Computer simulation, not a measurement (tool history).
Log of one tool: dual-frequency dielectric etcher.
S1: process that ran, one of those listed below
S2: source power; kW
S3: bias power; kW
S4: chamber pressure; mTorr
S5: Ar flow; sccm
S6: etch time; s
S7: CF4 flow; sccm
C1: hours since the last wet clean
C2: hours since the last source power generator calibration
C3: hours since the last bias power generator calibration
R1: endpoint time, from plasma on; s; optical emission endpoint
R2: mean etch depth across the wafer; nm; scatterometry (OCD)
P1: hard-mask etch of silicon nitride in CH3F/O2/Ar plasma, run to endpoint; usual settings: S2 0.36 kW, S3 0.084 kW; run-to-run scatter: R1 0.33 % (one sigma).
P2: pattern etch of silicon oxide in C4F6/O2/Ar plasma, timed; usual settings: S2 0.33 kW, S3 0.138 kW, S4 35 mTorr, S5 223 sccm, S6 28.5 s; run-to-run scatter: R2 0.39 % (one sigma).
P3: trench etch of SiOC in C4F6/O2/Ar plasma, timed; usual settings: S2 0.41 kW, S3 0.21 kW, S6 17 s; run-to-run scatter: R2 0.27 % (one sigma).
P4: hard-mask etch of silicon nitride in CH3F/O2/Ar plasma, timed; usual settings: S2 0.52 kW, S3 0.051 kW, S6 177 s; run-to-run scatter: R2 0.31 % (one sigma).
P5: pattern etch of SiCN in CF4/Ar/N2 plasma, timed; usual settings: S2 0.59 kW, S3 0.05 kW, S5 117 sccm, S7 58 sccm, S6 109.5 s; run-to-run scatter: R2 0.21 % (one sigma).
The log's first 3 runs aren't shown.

Run 4, hour 65.5: S1 P4, S2 0.52 kW, S3 0.03 kW, S6 177 s; C1 123.7; C2 1283; C3 875. Result: R2 108.54 nm.
Run 5, hour 80: S1 P1, S2 0.36 kW, S3 0.084 kW; C1 138.2; C2 1297.5; C3 889.5. Result: R1 36.705 s.
Run 6, hour 94.5: S1 P2, S2 0.33 kW, S3 0.138 kW, S4 35 mTorr, S5 277 sccm, S6 28.5 s; C1 152.7; C2 1312; C3 904. Result: R2 74.75 nm.
Run 7, hour 107.4: S1 P1, S2 0.36 kW, S3 0.084 kW; C1 165.6; C2 1324.9; C3 916.9. Result: R1 36.626 s.
Run 8, hour 124.6: S1 P1, S2 0.43 kW, S3 0.103 kW; C1 182.8; C2 1342.1; C3 934.1. Result: R1 31.826 s.
Run 9, hour 133.2: S1 P1, S2 0.36 kW, S3 0.061 kW; C1 191.4; C2 1350.7; C3 942.7. Result: R1 40.95 s.
Run 10, hour 149: S1 P4, S2 0.64 kW, S3 0.051 kW, S6 177 s; C1 207.2; C2 1366.5; C3 958.5. Result: R2 136.66 nm.
Run 11, hour 168.1: S1 P5, S2 0.59 kW, S3 0.05 kW, S5 117 sccm, S6 109.5 s, S7 45 sccm; C1 226.3; C2 1385.6; C3 977.6. Result: R2 92.934 nm.
Run 12, hour 177.6: S1 P3, S2 0.27 kW, S3 0.21 kW, S6 17 s; C1 235.8; C2 1395.1; C3 987.1. Result: R2 32.437 nm.
Run 13, hour 193.4: S1 P2, S2 0.33 kW, S3 0.138 kW, S4 35 mTorr, S5 223 sccm, S6 41 s; C1 251.6; C2 1410.9; C3 1002.9. Result: R2 110.07 nm.
Run 14, hour 207.9: S1 P2, S2 0.33 kW, S3 0.087 kW, S4 35 mTorr, S5 223 sccm, S6 28.5 s; C1 266.1; C2 1425.4; C3 1017.4. Result: R2 67.136 nm.
Run 15, hour 226.8: S1 P2, S2 0.33 kW, S3 0.138 kW, S4 35 mTorr, S5 223 sccm, S6 28.5 s; C1 285; C2 1444.3; C3 1036.3. Result: R2 76.611 nm.
Run 16, hour 236.2: S1 P3, S2 0.41 kW, S3 0.258 kW, S6 17 s; C1 294.4; C2 1453.7; C3 1045.7. Result: R2 40.611 nm.
Run 17, hour 248.9: S1 P5, S2 0.59 kW, S3 0.03 kW, S5 117 sccm, S6 109.5 s, S7 58 sccm; C1 307.1; C2 1466.4; C3 1058.4. Result: R2 83.29 nm.
Run 18, hour 261: S1 P5, S2 0.59 kW, S3 0.05 kW, S5 117 sccm, S6 144 s, S7 58 sccm; C1 319.2; C2 1478.5; C3 1070.5. Result: R2 128.57 nm.
Run 19, hour 276.5: S1 P5, S2 0.82 kW, S3 0.05 kW, S5 117 sccm, S6 109.5 s, S7 58 sccm; C1 334.7; C2 1494; C3 1086. Result: R2 130.46 nm.
Run 20, hour 291.6: S1 P3, S2 0.41 kW, S3 0.21 kW, S6 17 s; C1 349.8; C2 1509.1; C3 1101.1. Result: R2 38.028 nm.
Run 21, hour 307.7: S1 P1, S2 0.48 kW, S3 0.071 kW; C1 365.9; C2 1525.2; C3 1117.2. Result: R1 34.836 s.
Run 22, hour 324: S1 P2, S2 0.33 kW, S3 0.138 kW, S4 35 mTorr, S5 223 sccm, S6 28.5 s; C1 382.2; C2 1541.5; C3 1133.5. Result: R2 76.745 nm.
Run 23, hour 339.9: S1 P1, S2 0.48 kW, S3 0.069 kW; C1 398.1; C2 1557.4; C3 1149.4. Result: R1 35.087 s.
Run 24, hour 349: S1 P3, S2 0.41 kW, S3 0.21 kW, S6 22.5 s; C1 407.2; C2 1566.5; C3 1158.5. Result: R2 50.371 nm.
Run 25, hour 360.8: S1 P1, S2 0.36 kW, S3 0.103 kW; C1 419; C2 1578.3; C3 1170.3. Result: R1 34.063 s.
Run 26, hour 376.7: S1 P4, S2 0.52 kW, S3 0.051 kW, S6 128 s; C1 434.9; C2 1594.2; C3 1186.2. Result: R2 90.644 nm.
Run 27, hour 388.4: S1 P4, S2 0.52 kW, S3 0.051 kW, S6 177 s; C1 446.6; C2 1605.9; C3 1197.9. Result: R2 125.66 nm.
Run 28, hour 399.6: S1 P2, S2 0.33 kW, S3 0.138 kW, S4 28 mTorr, S5 223 sccm, S6 28.5 s; C1 457.8; C2 1617.1; C3 1209.1. Result: R2 78.623 nm.

Forecast run 29:
Run 29, hour 409.8: S1 P1, S2 0.47 kW, S3 0.084 kW; C1 468; C2 1627.3; C3 1219.3. Result: R1 ?.

R1: 33.02 s

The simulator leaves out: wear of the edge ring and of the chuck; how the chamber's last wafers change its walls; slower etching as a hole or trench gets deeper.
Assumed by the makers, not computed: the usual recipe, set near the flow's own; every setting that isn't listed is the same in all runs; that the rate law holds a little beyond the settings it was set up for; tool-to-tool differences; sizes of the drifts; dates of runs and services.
